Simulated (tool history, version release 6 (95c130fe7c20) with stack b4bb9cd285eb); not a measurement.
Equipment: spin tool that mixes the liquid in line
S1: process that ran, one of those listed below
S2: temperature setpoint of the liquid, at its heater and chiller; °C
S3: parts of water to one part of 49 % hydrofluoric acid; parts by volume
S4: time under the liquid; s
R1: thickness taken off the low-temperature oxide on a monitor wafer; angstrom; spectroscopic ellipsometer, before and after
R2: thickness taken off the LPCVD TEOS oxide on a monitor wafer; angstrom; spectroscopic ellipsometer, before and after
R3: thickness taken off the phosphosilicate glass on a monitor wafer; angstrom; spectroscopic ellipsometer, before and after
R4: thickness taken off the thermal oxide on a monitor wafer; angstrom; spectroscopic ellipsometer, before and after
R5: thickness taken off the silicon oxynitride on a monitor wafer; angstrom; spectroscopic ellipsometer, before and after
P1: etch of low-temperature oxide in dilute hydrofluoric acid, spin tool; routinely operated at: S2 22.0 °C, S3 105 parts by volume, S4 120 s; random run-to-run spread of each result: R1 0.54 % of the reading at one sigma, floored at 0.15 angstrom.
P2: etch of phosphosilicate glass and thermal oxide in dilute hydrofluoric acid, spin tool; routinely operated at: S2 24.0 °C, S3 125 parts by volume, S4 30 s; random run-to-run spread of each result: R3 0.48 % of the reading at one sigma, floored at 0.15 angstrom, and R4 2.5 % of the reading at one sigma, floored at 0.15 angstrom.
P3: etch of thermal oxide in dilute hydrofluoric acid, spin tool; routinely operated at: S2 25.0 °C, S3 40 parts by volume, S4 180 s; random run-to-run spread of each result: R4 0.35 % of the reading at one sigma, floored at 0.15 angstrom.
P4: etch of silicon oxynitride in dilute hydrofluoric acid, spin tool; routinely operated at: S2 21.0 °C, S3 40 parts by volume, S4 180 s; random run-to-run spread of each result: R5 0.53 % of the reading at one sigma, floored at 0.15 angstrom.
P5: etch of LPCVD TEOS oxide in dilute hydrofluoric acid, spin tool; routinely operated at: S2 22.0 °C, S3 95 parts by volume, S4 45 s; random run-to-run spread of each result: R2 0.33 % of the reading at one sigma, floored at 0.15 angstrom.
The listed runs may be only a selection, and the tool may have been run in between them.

{"run": 1, "day": 0.158, "S1": "P1", "S2": 22.0, "S3": 105, "S4": 120, "R1": 119.14}
{"run": 2, "day": 0.329, "S1": "P5", "S2": 22.0, "S3": 95, "S4": 85, "R2": 309.53}
{"run": 3, "day": 0.462, "S1": "P2", "S2": 24.0, "S3": 125, "S4": 30, "R3": 334.46, "R4": 11.49}
{"run": 4, "day": 0.588, "S1": "P4", "S2": 17.0, "S3": 40, "S4": 180, "R5": 68.316}
{"run": 5, "day": 0.725, "S1": "P1", "S2": 22.0, "S3": 105, "S4": 120, "R1": 118.56}
{"run": 6, "day": 0.85, "S1": "P1", "S2": 22.0, "S3": 55, "S4": 120, "R1": 238.19}
{"run": 7, "day": 0.992, "S1": "P3", "S2": 25.0, "S3": 40, "S4": 55, "R4": 76.235}
{"run": 8, "day": 1.142, "S1": "P1", "S2": 17.0, "S3": 105, "S4": 50, "R1": 40.06}
{"run": 9, "day": 1.342, "S1": "P5", "S2": 22.0, "S3": 35, "S4": 45, "R2": 481.71}
{"run": 10, "day": 1.508, "S1": "P5", "S2": 22.0, "S3": 95, "S4": 45, "R2": 164.08}
{"run": 11, "day": 1.671, "S1": "P1", "S2": 22.0, "S3": 35, "S4": 190, "R1": 604.33}
{"run": 12, "day": 1.879, "S1": "P1", "S2": 26.5, "S3": 70, "S4": 120, "R1": 221.62}
{"run": 13, "day": 2.0, "S1": "P1", "S2": 22.0, "S3": 105, "S4": 235, "R1": 232.24}
{"run": 14, "day": 2.125, "S1": "P2", "S2": 24.0, "S3": 125, "S4": 15, "R3": 167.08, "R4": 5.5059}
{"run": 15, "day": 2.296, "S1": "P5", "S2": 17.0, "S3": 95, "S4": 45, "R2": 133.17}
{"run": 16, "day": 2.421, "S1": "P2", "S2": 24.0, "S3": 125, "S4": 30, "R3": 336.75, "R4": 11.143}
{"run": 17, "day": 2.533, "S1": "P1", "S2": 22.0, "S3": 105, "S4": 120, "R1": 117.95}
{"run": 18, "day": 2.679, "S1": "P3", "S2": 19.5, "S3": 40, "S4": 180, "R4": 195.71}
{"day": 2.783, "done": "hydrofluoric acid flow meter replaced"}
{"run": 19, "day": 2.825, "S1": "P5", "S2": 22.0, "S3": 95, "S4": 45, "R2": 163.88}
{"run": 20, "day": 2.983, "S1": "P4", "S2": 21.0, "S3": 40, "S4": 180, "R5": 82.839}
{"run": 21, "day": 3.092, "S1": "P1", "S2": 22.0, "S3": 105, "S4": 35, "R1": 34.428}
{"run": 22, "day": 3.333, "S1": "P4", "S2": 21.0, "S3": 40, "S4": 355, "R5": 163.77}
{"run": 23, "day": 3.492, "S1": "P4", "S2": 21.0, "S3": 40, "S4": 180, "R5": 83.432}
{"run": 24, "day": 3.608, "S1": "P3", "S2": 25.0, "S3": 40, "S4": 180, "R4": 247.6}
{"run": 25, "day": 3.8, "S1": "P1", "S2": 22.0, "S3": 105, "S4": 120, "R1": 117.72}
{"run": 26, "day": 3.971, "S1": "P3", "S2": 25.0, "S3": 40, "S4": 180, "R4": 247.33}
{"run": 27, "day": 4.1, "S1": "P2", "S2": 24.0, "S3": 185, "S4": 30, "R3": 214.78, "R4": 6.858}
{"run": 28, "day": 4.208, "S1": "P1", "S2": 22.0, "S3": 105, "S4": 120, "R1": 118.3}
{"run": 29, "day": 4.438, "S1": "P1", "S2": 17.0, "S3": 105, "S4": 120, "R1": 96.24}
{"run": 30, "day": 4.571, "S1": "P4", "S2": 21.0, "S3": 20, "S4": 180, "R5": 167.26}
{"run": 31, "day": 4.733, "S1": "P3", "S2": 25.0, "S3": 60, "S4": 180, "R4": 159.84}
{"run": 32, "day": 4.933, "S1": "P1", "S2": 22.0, "S3": 170, "S4": 120, "R1": 67.377}
{"run": 33, "day": 5.117, "S1": "P1", "S2": 25.5, "S3": 105, "S4": 120, "R1": 134.61}
{"run": 34, "day": 5.292, "S1": "P2", "S2": 18.5, "S3": 125, "S4": 30, "R3": 269.89, "R4": 8.6049}
{"run": 35, "day": 5.529, "S1": "P1", "S2": 22.0, "S3": 105, "S4": 120, "R1": 116.42}
{"run": 36, "day": 5.712, "S1": "P1", "S2": 22.0, "S3": 105, "S4": 120, "R1": 112.6}
{"run": 37, "day": 5.921, "S1": "P1", "S2": 22.0, "S3": 105, "S4": 120, "R1": 110.69}
{"run": 38, "day": 6.104, "S1": "P1", "S2": 22.0, "S3": 105, "S4": 120, "R1": 108.69}
{"run": 39, "day": 6.338, "S1": "P1", "S2": 22.0, "S3": 105, "S4": 120, "R1": 108.23}
{"run": 40, "day": 6.475, "S1": "P1", "S2": 22.0, "S3": 105, "S4": 120, "R1": 107.47}
{"run": 41, "day": 6.658, "S1": "P1", "S2": 22.0, "S3": 105, "S4": 120, "R1": 107.59}
{"run": 42, "day": 6.842, "S1": "P1", "S2": 22.0, "S3": 105, "S4": 120, "R1": 107.31}

The output of P1 has drifted from where it used to be. Each of the 2 causes below, taken at the size shown beside it, accounts for the log equally well:
A: liquid colder than its thermometer reads (K) = 2.4
B: hydrofluoric acid flow below the setpoint (%) = 8.27
The onset of the drift is placed at about day 5.529.

Which of the check runs below tells the causes apart, meaning the causes would give it clearly different results? Each run uses 2 wafers whose results are averaged, and each result is shown as a question mark.
{"run": "check 1", "day": 7.025, "S1": "P4", "S2": 17.0, "S3": 40, "S4": 335, "R5": "?"}
{"run": "check 2", "day": 7.025, "S1": "P3", "S2": 25.0, "S3": 60, "S4": 180, "R4": "?"}
{"run": "check 3", "day": 7.025, "S1": "P5", "S2": 18.5, "S3": 95, "S4": 45, "R2": "?"}
{"run": "check 4", "day": 7.025, "S1": "P2", "S2": 20.5, "S3": 125, "S4": 30, "R3": "?", "R4": "?"}

Check results expected under each cause:
check=check_1 result=R5 if_A=111.520 if_B=115.720
check=check_2 result=R4 if_A=145.5200 if_B=146.2000
check=check_3 result=R2 if_A=128.35 if_B=129.09
check=check_4 result=R3 if_A=266.50 if_B=266.27
check=check_4 result=R4 if_A=8.6814 if_B=8.6741
Gap, in per cent, between the two causes that each check separates least, read from the result that separates them most: check 1 3.7 %; check 2 0.46 %; check 3 0.58 %; check 4 0.08 %
Check 1 tells the causes apart: in the others they would give nearly the same result.

Check 1 was carried out, with these results: R5 115.450 angstrom. Which of the listed causes is responsible?

It was cause B: hydrofluoric acid flow below the setpoint (%).
